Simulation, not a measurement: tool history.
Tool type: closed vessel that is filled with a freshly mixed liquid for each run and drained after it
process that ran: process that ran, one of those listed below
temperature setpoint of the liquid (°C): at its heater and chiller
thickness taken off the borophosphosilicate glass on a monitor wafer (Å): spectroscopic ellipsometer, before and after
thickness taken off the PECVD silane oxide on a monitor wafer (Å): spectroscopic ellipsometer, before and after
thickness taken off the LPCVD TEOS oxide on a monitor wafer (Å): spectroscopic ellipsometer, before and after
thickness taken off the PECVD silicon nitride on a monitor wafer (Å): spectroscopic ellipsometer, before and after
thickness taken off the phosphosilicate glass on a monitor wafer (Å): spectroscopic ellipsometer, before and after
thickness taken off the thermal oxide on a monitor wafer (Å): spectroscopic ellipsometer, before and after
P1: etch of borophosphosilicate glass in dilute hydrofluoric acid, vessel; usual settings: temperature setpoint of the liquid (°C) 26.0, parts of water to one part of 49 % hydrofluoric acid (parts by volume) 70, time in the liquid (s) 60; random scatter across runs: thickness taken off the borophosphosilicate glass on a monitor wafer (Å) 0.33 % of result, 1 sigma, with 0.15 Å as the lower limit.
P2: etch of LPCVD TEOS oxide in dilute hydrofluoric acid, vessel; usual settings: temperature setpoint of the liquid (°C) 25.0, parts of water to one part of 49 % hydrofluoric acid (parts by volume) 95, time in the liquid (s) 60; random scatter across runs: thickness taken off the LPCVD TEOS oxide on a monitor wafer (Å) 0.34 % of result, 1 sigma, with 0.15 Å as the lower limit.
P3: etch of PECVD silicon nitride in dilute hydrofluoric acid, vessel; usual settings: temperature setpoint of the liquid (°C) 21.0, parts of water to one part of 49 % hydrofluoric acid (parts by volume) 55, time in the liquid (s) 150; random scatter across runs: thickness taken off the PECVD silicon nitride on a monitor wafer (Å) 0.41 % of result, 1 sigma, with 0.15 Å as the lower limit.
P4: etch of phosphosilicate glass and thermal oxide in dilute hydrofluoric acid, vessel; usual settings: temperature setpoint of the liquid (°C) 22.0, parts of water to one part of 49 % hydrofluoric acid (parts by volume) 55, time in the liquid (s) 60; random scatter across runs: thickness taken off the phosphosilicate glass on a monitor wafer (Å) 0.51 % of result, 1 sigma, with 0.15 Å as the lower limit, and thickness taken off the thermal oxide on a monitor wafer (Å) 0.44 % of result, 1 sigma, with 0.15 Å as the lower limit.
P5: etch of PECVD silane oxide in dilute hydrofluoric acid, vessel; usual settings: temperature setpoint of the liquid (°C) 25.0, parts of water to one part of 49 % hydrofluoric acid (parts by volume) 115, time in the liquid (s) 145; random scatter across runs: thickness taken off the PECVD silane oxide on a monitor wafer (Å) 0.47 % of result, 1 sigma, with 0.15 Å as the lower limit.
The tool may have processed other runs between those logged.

| run | day | process that ran | temperature setpoint of the liquid (°C) | parts of water to one part of 49 % hydrofluoric acid (parts by volume) | time in the liquid (s) | hours since the thermometer was replaced | hours since the hydrofluoric acid flow meter was replaced | thickness taken off the borophosphosilicate glass on a monitor wafer (Å) | thickness taken off the PECVD silane oxide on a monitor wafer (Å) | thickness taken off the LPCVD TEOS oxide on a monitor wafer (Å) | thickness taken off the PECVD silicon nitride on a monitor wafer (Å) | thickness taken off the phosphosilicate glass on a monitor wafer (Å) | thickness taken off the thermal oxide on a monitor wafer (Å) |
|---|---|---|---|---|---|---|---|---|---|---|---|---|---|
| 1 | 0.096 | P1 | 26.0 | 70 | 60 | 918.2 | 1810.3 | 394.34 |  |  |  |  |  |
| 2 | 0.262 | P5 | 25.0 | 205 | 145 | 922.2 | 1814.3 |  | 115.53 |  |  |  |  |
| 3 | 0.346 | P2 | 25.0 | 95 | 30 | 924.2 | 1816.3 |  |  | 108.56 |  |  |  |
| 4 | 0.492 | P1 | 26.0 | 20 | 60 | 927.7 | 1819.8 | 1498.10 |  |  |  |  |  |
| 5 | 0.662 | P3 | 26.5 | 55 | 150 | 931.8 | 1823.9 |  |  |  | 134.700 |  |  |
| 6 | 0.775 | P5 | 18.0 | 115 | 145 | 934.5 | 1826.6 |  | 172.00 |  |  |  |  |
| 7 | 0.954 | P4 | 22.0 | 20 | 60 | 938.8 | 1830.9 |  |  |  |  | 2753.10 | 137.610 |
| 8 | 1.112 | P1 | 19.5 | 70 | 60 | 942.6 | 1834.7 | 305.09 |  |  |  |  |  |
| 9 | 1.204 | P5 | 25.0 | 115 | 145 | 944.8 | 1836.9 |  | 228.50 |  |  |  |  |
| 10 | 1.317 | P2 | 25.0 | 95 | 60 | 947.5 | 1839.6 |  |  | 217.05 |  |  |  |
| 11 | 1.429 | P4 | 22.0 | 55 | 60 | 950.2 | 1842.3 |  |  |  |  | 961.03 | 48.274 |
| 12 | 1.604 | P3 | 21.0 | 55 | 150 | 954.4 | 1846.5 |  |  |  | 93.350 |  |  |
| 13 | 1.783 | P1 | 30.5 | 70 | 60 | 958.7 | 1850.8 | 470.98 |  |  |  |  |  |
| 14 | 1.888 | P1 | 22.5 | 70 | 30 | 961.2 | 1853.3 | 171.77 |  |  |  |  |  |
| 15 | 2.050 | P1 | 26.0 | 70 | 60 | 965.1 | 1857.2 | 394.62 |  |  |  |  |  |
| 16 | 2.175 | P5 | 25.0 | 115 | 260 | 968.1 | 1860.2 |  | 405.04 |  |  |  |  |
| 17 | 2.258 | P2 | 25.0 | 170 | 60 | 970.1 | 1862.2 |  |  | 110.59 |  |  |  |
| 18 | 2.438 | P2 | 32.5 | 95 | 60 | 974.4 | 1866.5 |  |  | 287.90 |  |  |  |
| 19 | 2.562 | P1 | 26.0 | 70 | 100 | 977.4 | 1869.5 | 659.05 |  |  |  |  |  |
| 20 | 2.738 | P3 | 21.0 | 55 | 35 | 981.6 | 1873.7 |  |  |  | 21.659 |  |  |
| 21 | 2.908 | P1 | 26.0 | 70 | 60 | 985.7 | 1877.8 | 395.95 |  |  |  |  |  |
| 22 | 3.000 | P1 | 26.0 | 95 | 60 | 987.9 | 1880.0 | 283.00 |  |  |  |  |  |
| 23 | 3.158 | P3 | 21.0 | 80 | 150 | 991.7 | 1883.8 |  |  |  | 64.843 |  |  |
| 24 | 3.275 | P4 | 22.0 | 55 | 30 | 994.5 | 1886.6 |  |  |  |  | 478.60 | 24.025 |
| 25 | 3.388 | P1 | 26.0 | 70 | 60 | 997.2 | 1889.3 | 395.82 |  |  |  |  |  |
| 26 | 3.483 | P1 | 26.0 | 70 | 60 | 999.5 | 1891.6 | 395.56 |  |  |  |  |  |
| 27 | 3.604 | P1 | 26.0 | 70 | 60 | 1002.4 | 1894.5 | 395.73 |  |  |  |  |  |
| 28 | 3.738 | P1 | 26.0 | 70 | 30 | 1005.6 | 1897.7 | 198.32 |  |  |  |  |  |

Estimate the outcome of run 29 from the log above:
| 29 | 3.896 | P4 | 27.0 | 55 | 60 | 1009.4 | 1901.5 |  |  |  |  | ? | ? |

thickness taken off the phosphosilicate glass on a monitor wafer (Å): 1182.70
thickness taken off the thermal oxide on a monitor wafer (Å): 58.474
